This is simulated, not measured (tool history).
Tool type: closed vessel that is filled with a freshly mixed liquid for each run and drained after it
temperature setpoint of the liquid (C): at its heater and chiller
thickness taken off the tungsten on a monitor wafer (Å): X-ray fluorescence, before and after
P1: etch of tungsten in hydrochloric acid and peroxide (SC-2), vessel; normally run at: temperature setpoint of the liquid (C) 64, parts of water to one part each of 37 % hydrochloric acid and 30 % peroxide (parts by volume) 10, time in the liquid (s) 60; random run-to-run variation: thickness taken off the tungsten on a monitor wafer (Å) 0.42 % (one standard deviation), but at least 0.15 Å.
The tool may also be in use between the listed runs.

run,hour,temperature setpoint of the liquid (C),parts of water to one part each of 37 % hydrochloric acid and 30 % peroxide (parts by volume),time in the liquid (s),hours since the thermometer was replaced,hours since the chemicals flow meter was replaced,hours since the drum of peroxide was connected,thickness taken off the tungsten on a monitor wafer (Å)
1,4.7,64,10,60,368.9,1177.2,506.1,490.58
2,9.1,72,10,85,373.3,1181.6,510.5,1132.30
3,13.7,64,10,60,377.9,1186.2,515.1,498.29
4,18.2,72,10,30,382.4,1190.7,519.6,401.45
5,23.0,49,10,60,387.2,1195.5,524.4,190.86
6,28.0,64,10,60,392.2,1200.5,529.4,499.63
7,32.6,72,10,60,396.8,1205.1,534.0,799.21
8,35.5,64,4,60,399.7,1208.0,536.9,991.02
9,37.6,64,10,60,401.8,1210.1,539.0,496.04
10,42.2,64,10,105,406.4,1214.7,543.6,863.76
11,45.0,64,18,60,409.2,1217.5,546.4,298.17

What will run 12 give?
12,47.8,64,10,30,412.0,1220.3,549.2,?

thickness taken off the tungsten on a monitor wafer (Å): 248.53
